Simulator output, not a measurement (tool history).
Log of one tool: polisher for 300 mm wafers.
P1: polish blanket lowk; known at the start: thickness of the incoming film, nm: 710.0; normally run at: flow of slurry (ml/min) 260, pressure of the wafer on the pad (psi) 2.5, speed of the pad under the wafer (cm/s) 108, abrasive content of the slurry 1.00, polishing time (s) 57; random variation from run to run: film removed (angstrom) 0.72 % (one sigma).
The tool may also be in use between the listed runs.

run    day  flow of slurry (ml/min)  pressure of the wafer on the pad (psi)  speed of the pad under the wafer (cm/s)  abrasive content of the slurry  polishing time (s)  wafers polished on this pad  hours since the slurry nozzle was cleaned  hours since the head pressure was calibrated  hours since the slurry blender was calibrated  hours since the conditioning disc was replaced  film removed (angstrom)
  1  0.133                      260                                     2.5                                      108                            1.00                  57                          534                                      126.8                                         233.6                                          150.7                                           281.7                   268.10
  2  0.308                      260                                     2.5                                      108                            1.30                  57                          573                                      131.0                                         237.8                                          154.9                                           285.9                   304.31
  3  0.454                      260                                     2.5                                       60                            1.00                  57                          605                                      134.5                                         241.3                                          158.4                                           289.4                   168.50
  4  0.625                      395                                     2.5                                      108                            1.00                  57                          643                                      138.6                                         245.4                                          162.5                                           293.5                   278.07
  5  0.821                      260                                     3.6                                      108                            1.00                  57                          687                                      143.3                                         250.1                                          167.2                                           298.2                   391.78
  6  0.946                      260                                     2.5                                      108                            1.00                  57                          714                                      146.3                                         253.1                                          170.2                                           301.2                   270.72
  7  1.075                      260                                     2.5                                      108                            0.55                  57                          743                                      149.4                                         256.2                                          173.3                                           304.3                   197.25
  8  1.258                      155                                     2.5                                      108                            1.00                  57                          784                                      153.8                                         260.6                                          177.7                                           308.7                   250.29
  9  1.479                      330                                     2.5                                      144                            1.00                  57                          833                                      159.1                                         265.9                                          183.0                                           314.0                   351.08
 10  1.658                      260                                     1.4                                      108                            1.00                  57                          872                                      163.4                                         270.2                                          187.3                                           318.3                   153.50
 11  1.875                      260                                     2.5                                      108                            1.00                  57                          920                                      168.6                                         275.4                                          192.5                                           323.5                   271.07
 12  2.125                      260                                     2.5                                      108                            1.00                  57                          976                                      174.6                                         281.4                                          198.5                                           329.5                   270.43
 13  2.404                      260                                     2.5                                      108                            1.00                  39                         1038                                      181.3                                         288.1                                          205.2                                           336.2                   185.25
 14  2.688                      260                                     2.5                                      170                            1.00                  57                         1100                                      188.1                                         294.9                                          212.0                                           343.0                   388.99
 15  2.900                      260                                     2.5                                      108                            1.00                  57                         1148                                      193.2                                         300.0                                          217.1                                           348.1                   269.02
 16  3.154                      260                                     2.5                                      108                            1.00                  87                         1204                                      199.3                                         306.1                                          223.2                                           354.2                   412.37
 17  3.312                      260                                     2.5                                      108                            1.00                  57                         1239                                      203.1                                         309.9                                          227.0                                           358.0                   275.08
 18  3.454                      260                                     2.5                                      108                            1.00                  57                         1270                                      206.5                                         313.3                                          230.4                                           361.4                   269.12
 19  3.650                      260                                     2.5                                      108                            1.00                  57                         1314                                      211.2                                         318.0                                          235.1                                           366.1                   275.07
 20  3.879                      260                                     2.5                                      108                            1.00                  57                         1365                                      216.7                                         323.5                                          240.6                                           371.6                   260.37
 21  4.108                      260                                     2.5                                      108                            1.00                  57                         1415                                      222.2                                         329.0                                          246.1                                           377.1                   254.66
 22  4.325                      260                                     2.5                                      108                            1.00                  57                         1463                                      227.4                                         334.2                                          251.3                                           382.3                   246.13
 23  4.471                      260                                     2.5                                      108                            1.00                  57                         1496                                      230.9                                         337.7                                          254.8                                           385.8                   247.03
 24  4.633                      260                                     2.5                                      108                            1.00                  57                         1532                                      234.8                                         341.6                                          258.7                                           389.7                   246.42
     4.796  -- conditioning disc replaced and pad reconditioned
     4.821  -- slurry nozzle cleaned
 25  4.871                      260                                     2.5                                      108                            1.00                  57                         1584                                        1.3                                         347.3                                          264.4                                             1.9                   247.56
     4.900  -- head pressure recalibrated
 26  5.129                      260                                     2.5                                      108                            1.00                  57                         1642                                        7.5                                           5.6                                          270.6                                             8.1                   241.58
 27  5.412                      260                                     2.5                                      108                            1.00                  57                         1704                                       14.3                                          12.4                                          277.4                                            14.9                   245.93

What P1 gives has crept away from where it was. These 2 causes fit the log equally well, each at the size given:
A: abrasive missing from the slurry, % = 19.4
B: removal rate lost through wear of the pad, % = 9.87
The creep began at about day 3.650.
Why every other cause is out:
slurry flow missing at the pad, %: serviced at day 4.821, which brought nothing back
head's pressure below its setpoint, %: serviced at day 4.900, which brought nothing back
time polished since the conditioner stopped cutting, s: serviced at day 4.796, which brought nothing back

4 check runs are offered, each on 5 wafers whose results are averaged, their results left as question marks. Which one tells the causes apart?
check 1  5.696                      260                                     2.5                                      108                            0.65                  71                                                                                                                                                                                                                                             ?
check 2  5.696                      260                                     2.5                                       72                            1.00                  57                                                                                                                                                                                                                                             ?
check 3  5.696                      180                                     2.5                                      108                            1.00                  83                                                                                                                                                                                                                                             ?
check 4  5.696                      335                                     2.5                                      108                            1.00                  57                                                                                                                                                                                                                                             ?

What each check would give under each cause:
  check                   result    if A    if B
check 1  film removed (angstrom)  239.06  244.60
check 2  film removed (angstrom)  176.73  176.72
check 3  film removed (angstrom)  340.11  340.08
check 4  film removed (angstrom)  250.21  250.18
How far apart the two closest causes lie, in the result that separates them most: check 1 2.29 %; check 2 0.01 %; check 3 0.01 %; check 4 0.01 %
Only check 1 tells the causes apart: in the others they would give nearly the same result.

Check 1 was then run and gave: film removed (angstrom) 244.01. Which cause is it?

It is B: removal rate lost through wear of the pad, %.
